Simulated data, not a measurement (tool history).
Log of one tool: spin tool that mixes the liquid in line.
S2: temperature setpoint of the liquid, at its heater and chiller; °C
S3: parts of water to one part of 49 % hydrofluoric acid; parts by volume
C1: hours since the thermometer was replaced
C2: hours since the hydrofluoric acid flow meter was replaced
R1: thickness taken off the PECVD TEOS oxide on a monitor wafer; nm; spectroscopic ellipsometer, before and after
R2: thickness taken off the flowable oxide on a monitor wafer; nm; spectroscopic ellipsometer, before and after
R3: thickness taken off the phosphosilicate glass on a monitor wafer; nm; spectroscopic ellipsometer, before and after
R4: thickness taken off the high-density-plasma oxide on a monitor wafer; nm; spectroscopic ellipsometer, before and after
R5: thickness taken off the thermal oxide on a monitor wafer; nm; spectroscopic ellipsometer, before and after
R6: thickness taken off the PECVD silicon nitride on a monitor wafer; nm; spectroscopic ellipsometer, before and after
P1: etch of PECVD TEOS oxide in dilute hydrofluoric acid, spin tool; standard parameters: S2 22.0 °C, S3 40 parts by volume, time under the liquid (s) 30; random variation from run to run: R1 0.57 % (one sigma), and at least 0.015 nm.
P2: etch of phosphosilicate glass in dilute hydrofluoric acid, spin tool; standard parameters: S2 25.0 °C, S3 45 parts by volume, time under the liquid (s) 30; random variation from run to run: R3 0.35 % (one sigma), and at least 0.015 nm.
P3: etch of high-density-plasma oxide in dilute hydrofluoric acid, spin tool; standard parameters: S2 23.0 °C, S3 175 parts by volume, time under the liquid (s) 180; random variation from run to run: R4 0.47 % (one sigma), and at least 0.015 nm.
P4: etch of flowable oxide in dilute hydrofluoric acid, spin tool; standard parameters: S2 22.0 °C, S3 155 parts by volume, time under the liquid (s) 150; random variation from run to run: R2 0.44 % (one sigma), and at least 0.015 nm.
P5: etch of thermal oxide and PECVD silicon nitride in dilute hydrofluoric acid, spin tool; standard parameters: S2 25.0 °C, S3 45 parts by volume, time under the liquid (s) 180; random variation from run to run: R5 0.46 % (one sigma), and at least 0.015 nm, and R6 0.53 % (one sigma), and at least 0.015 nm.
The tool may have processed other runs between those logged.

Run 1, hour 13.9: process that ran P1, S2 22.0 °C, S3 40 parts by volume, time under the liquid (s) 30; C1 595.7; C2 629.1. Result: R1 9.5987 nm.
Run 2, hour 20.9: process that ran P4, S2 22.0 °C, S3 155 parts by volume, time under the liquid (s) 150; C1 602.7; C2 636.1. Result: R2 29.806 nm.
Run 3, hour 28.9: process that ran P2, S2 25.0 °C, S3 45 parts by volume, time under the liquid (s) 55; C1 610.7; C2 644.1. Result: R3 187.870 nm.
Run 4, hour 35.8: process that ran P1, S2 17.0 °C, S3 40 parts by volume, time under the liquid (s) 30; C1 617.6; C2 651.0. Result: R1 7.7885 nm.
Run 5, hour 50.2: process that ran P1, S2 22.0 °C, S3 40 parts by volume, time under the liquid (s) 30; C1 632.0; C2 665.4. Result: R1 9.6533 nm.
At hour 60.8: hydrofluoric acid flow meter replaced.
Run 6, hour 64.7: process that ran P4, S2 22.0 °C, S3 155 parts by volume, time under the liquid (s) 60; C1 646.5; C2 3.9. Result: R2 11.847 nm.
Run 7, hour 77.3: process that ran P3, S2 23.0 °C, S3 175 parts by volume, time under the liquid (s) 180; C1 659.1; C2 16.5. Result: R4 9.0131 nm.
Run 8, hour 91.3: process that ran P1, S2 22.0 °C, S3 20 parts by volume, time under the liquid (s) 15; C1 673.1; C2 30.5. Result: R1 9.9224 nm.
Run 9, hour 106.6: process that ran P4, S2 30.0 °C, S3 155 parts by volume, time under the liquid (s) 150; C1 688.4; C2 45.8. Result: R2 39.715 nm.
Run 10, hour 119.7: process that ran P1, S2 22.0 °C, S3 40 parts by volume, time under the liquid (s) 15; C1 701.5; C2 58.9. Result: R1 4.8857 nm.
Run 11, hour 127.2: process that ran P1, S2 26.0 °C, S3 40 parts by volume, time under the liquid (s) 30; C1 709.0; C2 66.4. Result: R1 11.3210 nm.
Run 12, hour 138.4: process that ran P1, S2 22.0 °C, S3 40 parts by volume, time under the liquid (s) 30; C1 720.2; C2 77.6. Result: R1 9.6143 nm.
Run 13, hour 150.8: process that ran P3, S2 23.0 °C, S3 40 parts by volume, time under the liquid (s) 180; C1 732.6; C2 90.0. Result: R4 45.9900 nm.
Run 14, hour 165.1: process that ran P1, S2 22.0 °C, S3 70 parts by volume, time under the liquid (s) 30; C1 746.9; C2 104.3. Result: R1 5.3738 nm.
Run 15, hour 178.6: process that ran P3, S2 23.0 °C, S3 175 parts by volume, time under the liquid (s) 65; C1 760.4; C2 117.8. Result: R4 3.2500 nm.
Run 16, hour 186.6: process that ran P5, S2 32.0 °C, S3 45 parts by volume, time under the liquid (s) 180; C1 768.4; C2 125.8. Result: R5 28.782 nm, R6 20.1070 nm.
Run 17, hour 201.1: process that ran P1, S2 26.0 °C, S3 40 parts by volume, time under the liquid (s) 15; C1 782.9; C2 140.3. Result: R1 5.6997 nm.
Run 18, hour 209.6: process that ran P5, S2 25.0 °C, S3 45 parts by volume, time under the liquid (s) 310; C1 791.4; C2 148.8. Result: R5 37.549 nm, R6 22.0980 nm.
Run 19, hour 218.1: process that ran P1, S2 22.0 °C, S3 40 parts by volume, time under the liquid (s) 30; C1 799.9; C2 157.3. Result: R1 9.6004 nm.
Run 20, hour 231.5: process that ran P5, S2 25.0 °C, S3 45 parts by volume, time under the liquid (s) 180; C1 813.3; C2 170.7. Result: R5 21.780 nm, R6 12.8130 nm.
Run 21, hour 240.0: process that ran P3, S2 23.0 °C, S3 175 parts by volume, time under the liquid (s) 180; C1 821.8; C2 179.2. Result: R4 9.0056 nm.
Run 22, hour 247.4: process that ran P1, S2 22.0 °C, S3 20 parts by volume, time under the liquid (s) 30; C1 829.2; C2 186.6. Result: R1 19.8260 nm.
Run 23, hour 262.6: process that ran P5, S2 25.0 °C, S3 75 parts by volume, time under the liquid (s) 180; C1 844.4; C2 201.8. Result: R5 12.486 nm, R6 7.7678 nm.
At hour 263.3: thermometer replaced.
Run 24, hour 272.0: process that ran P2, S2 29.5 °C, S3 45 parts by volume, time under the liquid (s) 30; C1 8.8; C2 211.2. Result: R3 122.320 nm.
Run 25, hour 279.8: process that ran P1, S2 22.0 °C, S3 40 parts by volume, time under the liquid (s) 30; C1 16.6; C2 219.0. Result: R1 9.6287 nm.
Run 26, hour 292.8: process that ran P2, S2 25.0 °C, S3 70 parts by volume, time under the liquid (s) 30; C1 29.6; C2 232.0. Result: R3 63.978 nm.
Run 27, hour 306.0: process that ran P2, S2 25.0 °C, S3 45 parts by volume, time under the liquid (s) 30; C1 42.8; C2 245.2. Result: R3 102.230 nm.
Run 28, hour 317.8: process that ran P4, S2 22.0 °C, S3 20 parts by volume, time under the liquid (s) 150; C1 54.6; C2 257.0. Result: R2 269.070 nm.
Run 29, hour 332.3: process that ran P1, S2 22.0 °C, S3 40 parts by volume, time under the liquid (s) 50; C1 69.1; C2 271.5. Result: R1 16.0150 nm.
Run 30, hour 339.8: process that ran P3, S2 30.5 °C, S3 175 parts by volume, time under the liquid (s) 180; C1 76.6; C2 279.0. Result: R4 11.9360 nm.
Run 31, hour 347.2: process that ran P1, S2 22.0 °C, S3 40 parts by volume, time under the liquid (s) 30; C1 84.0; C2 286.4. Result: R1 9.6150 nm.
Run 32, hour 358.0: process that ran P1, S2 22.0 °C, S3 40 parts by volume, time under the liquid (s) 30; C1 94.8; C2 297.2. Result: R1 9.2121 nm.
Run 33, hour 368.3: process that ran P1, S2 22.0 °C, S3 40 parts by volume, time under the liquid (s) 30; C1 105.1; C2 307.5. Result: R1 8.9700 nm.
Run 34, hour 380.7: process that ran P1, S2 22.0 °C, S3 40 parts by volume, time under the liquid (s) 30; C1 117.5; C2 319.9. Result: R1 8.8386 nm.
Run 35, hour 388.9: process that ran P1, S2 22.0 °C, S3 40 parts by volume, time under the liquid (s) 30; C1 125.7; C2 328.1. Result: R1 8.7168 nm.
Run 36, hour 397.1: process that ran P1, S2 22.0 °C, S3 40 parts by volume, time under the liquid (s) 30; C1 133.9; C2 336.3. Result: R1 8.8047 nm.
Run 37, hour 404.0: process that ran P1, S2 22.0 °C, S3 40 parts by volume, time under the liquid (s) 30; C1 140.8; C2 343.2. Result: R1 8.7616 nm.

What P1 gives has crept off from where it sat before. The 2 causes that follow fit the log equally well, each at the size noted:
A: liquid colder than its thermometer reads (K) = 2.22
B: hydrofluoric acid flow below the setpoint (%) = 8.54
The process output started creeping at around hour 347.2.

Below are 4 check runs, each on a single wafer, with their results shown as question marks. Which of them would tell the listed causes apart, meaning the causes would give clearly different results under it?
Run check 1, hour 410.9: process that ran P2, S2 25.0 °C, S3 65 parts by volume, time under the liquid (s) 55. Result: R3 ?.
Run check 2, hour 410.9: process that ran P4, S2 22.0 °C, S3 65 parts by volume, time under the liquid (s) 60. Result: R2 ?.
Run check 3, hour 410.9: process that ran P5, S2 31.5 °C, S3 70 parts by volume, time under the liquid (s) 180. Result: R5 ?, R6 ?.
Run check 4, hour 410.9: process that ran P3, S2 23.0 °C, S3 55 parts by volume, time under the liquid (s) 180. Result: R4 ?.

Expected result of each check under each candidate cause:
  check  result     if A     if B
check 1      R3  115.800  115.000
check 2      R2   28.608   28.490
check 3      R5   16.037   15.812
check 3      R6  10.9270  11.5060
check 4      R4  30.1060  30.0050
Per check, the gap between the least separated pair of causes, taken in the result that splits them most: check 1 0.69 %; check 2 0.41 %; check 3 5.16 %; check 4 0.34 %
Check 3 tells the causes apart: in the others they would give nearly the same result.

Here is what check 3 returned: R5 16.016 nm; R6 10.8860 nm. Which cause is it?

The correct cause is A, namely: liquid colder than its thermometer reads (K).
